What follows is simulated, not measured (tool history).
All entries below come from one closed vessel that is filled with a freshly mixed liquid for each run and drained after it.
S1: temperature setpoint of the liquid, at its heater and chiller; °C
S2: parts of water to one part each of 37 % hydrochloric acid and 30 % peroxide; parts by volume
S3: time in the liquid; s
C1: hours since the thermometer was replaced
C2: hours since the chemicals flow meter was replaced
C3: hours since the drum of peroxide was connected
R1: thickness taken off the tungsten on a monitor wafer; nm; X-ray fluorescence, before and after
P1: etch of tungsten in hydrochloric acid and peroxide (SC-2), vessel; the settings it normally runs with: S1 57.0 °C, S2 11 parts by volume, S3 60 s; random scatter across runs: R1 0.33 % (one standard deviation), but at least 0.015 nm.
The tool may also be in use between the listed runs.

{"run": 1, "hour": 10.8, "S1": 57.0, "S2": 11, "S3": 60, "C1": 2056.2, "C2": 509.6, "C3": 183.3, "R1": 12.19}
{"run": 2, "hour": 20.5, "S1": 57.0, "S2": 4, "S3": 60, "C1": 2065.9, "C2": 519.3, "C3": 193.0, "R1": 26.521}
{"run": 3, "hour": 31.0, "S1": 57.0, "S2": 18, "S3": 60, "C1": 2076.4, "C2": 529.8, "C3": 203.5, "R1": 7.9748}
{"run": 4, "hour": 49.5, "S1": 57.0, "S2": 11, "S3": 60, "C1": 2094.9, "C2": 548.3, "C3": 222.0, "R1": 12.133}
{"run": 5, "hour": 62.7, "S1": 72.0, "S2": 11, "S3": 30, "C1": 2108.1, "C2": 561.5, "C3": 235.2, "R1": 15.225}
{"run": 6, "hour": 71.4, "S1": 71.0, "S2": 11, "S3": 60, "C1": 2116.8, "C2": 570.2, "C3": 243.9, "R1": 28.839}
{"run": 7, "hour": 86.6, "S1": 57.0, "S2": 11, "S3": 60, "C1": 2132.0, "C2": 585.4, "C3": 259.1, "R1": 12.232}
{"run": 8, "hour": 100.5, "S1": 57.0, "S2": 4, "S3": 90, "C1": 2145.9, "C2": 599.3, "C3": 273.0, "R1": 39.661}
{"run": 9, "hour": 116.8, "S1": 57.0, "S2": 11, "S3": 30, "C1": 2162.2, "C2": 615.6, "C3": 289.3, "R1": 6.1311}
{"hour": 118.1, "done": "thermometer replaced"}
{"run": 10, "hour": 125.7, "S1": 41.5, "S2": 11, "S3": 60, "C1": 7.6, "C2": 624.5, "C3": 298.2, "R1": 4.3226}
{"run": 11, "hour": 142.3, "S1": 57.0, "S2": 11, "S3": 105, "C1": 24.2, "C2": 641.1, "C3": 314.8, "R1": 21.438}
{"run": 12, "hour": 157.1, "S1": 57.0, "S2": 11, "S3": 60, "C1": 39.0, "C2": 655.9, "C3": 329.6, "R1": 12.223}
{"run": 13, "hour": 165.6, "S1": 57.0, "S2": 11, "S3": 60, "C1": 47.5, "C2": 664.4, "C3": 338.1, "R1": 12.196}
{"run": 14, "hour": 181.3, "S1": 57.0, "S2": 11, "S3": 60, "C1": 63.2, "C2": 680.1, "C3": 353.8, "R1": 12.231}
{"run": 15, "hour": 195.1, "S1": 57.0, "S2": 11, "S3": 60, "C1": 77.0, "C2": 693.9, "C3": 367.6, "R1": 12.234}
{"run": 16, "hour": 211.4, "S1": 57.0, "S2": 11, "S3": 60, "C1": 93.3, "C2": 710.2, "C3": 383.9, "R1": 12.248}
{"run": 17, "hour": 229.6, "S1": 57.0, "S2": 11, "S3": 60, "C1": 111.5, "C2": 728.4, "C3": 402.1, "R1": 12.509}
{"run": 18, "hour": 240.5, "S1": 57.0, "S2": 11, "S3": 60, "C1": 122.4, "C2": 739.3, "C3": 413.0, "R1": 12.763}
{"run": 19, "hour": 257.0, "S1": 57.0, "S2": 11, "S3": 60, "C1": 138.9, "C2": 755.8, "C3": 429.5, "R1": 12.803}
{"run": 20, "hour": 271.6, "S1": 57.0, "S2": 11, "S3": 60, "C1": 153.5, "C2": 770.4, "C3": 444.1, "R1": 12.954}
{"run": 21, "hour": 289.8, "S1": 57.0, "S2": 11, "S3": 60, "C1": 171.7, "C2": 788.6, "C3": 462.3, "R1": 13.087}
{"run": 22, "hour": 301.1, "S1": 57.0, "S2": 11, "S3": 60, "C1": 183.0, "C2": 799.9, "C3": 473.6, "R1": 13.095}
{"run": 23, "hour": 311.3, "S1": 57.0, "S2": 11, "S3": 60, "C1": 193.2, "C2": 810.1, "C3": 483.8, "R1": 13.106}
{"run": 24, "hour": 327.0, "S1": 57.0, "S2": 11, "S3": 60, "C1": 208.9, "C2": 825.8, "C3": 499.5, "R1": 13.187}
{"run": 25, "hour": 338.4, "S1": 57.0, "S2": 11, "S3": 60, "C1": 220.3, "C2": 837.2, "C3": 510.9, "R1": 13.182}
{"run": 26, "hour": 348.5, "S1": 57.0, "S2": 11, "S3": 60, "C1": 230.4, "C2": 847.3, "C3": 521.0, "R1": 13.216}

Run 27, settings as shown, results not yet in. Your forecast:
{"run": 27, "hour": 366.8, "S1": 57.0, "S2": 11, "S3": 60, "C1": 248.7, "C2": 865.6, "C3": 539.3, "R1": "?"}

For run 27 the tool returned R1 13.1330 nm.
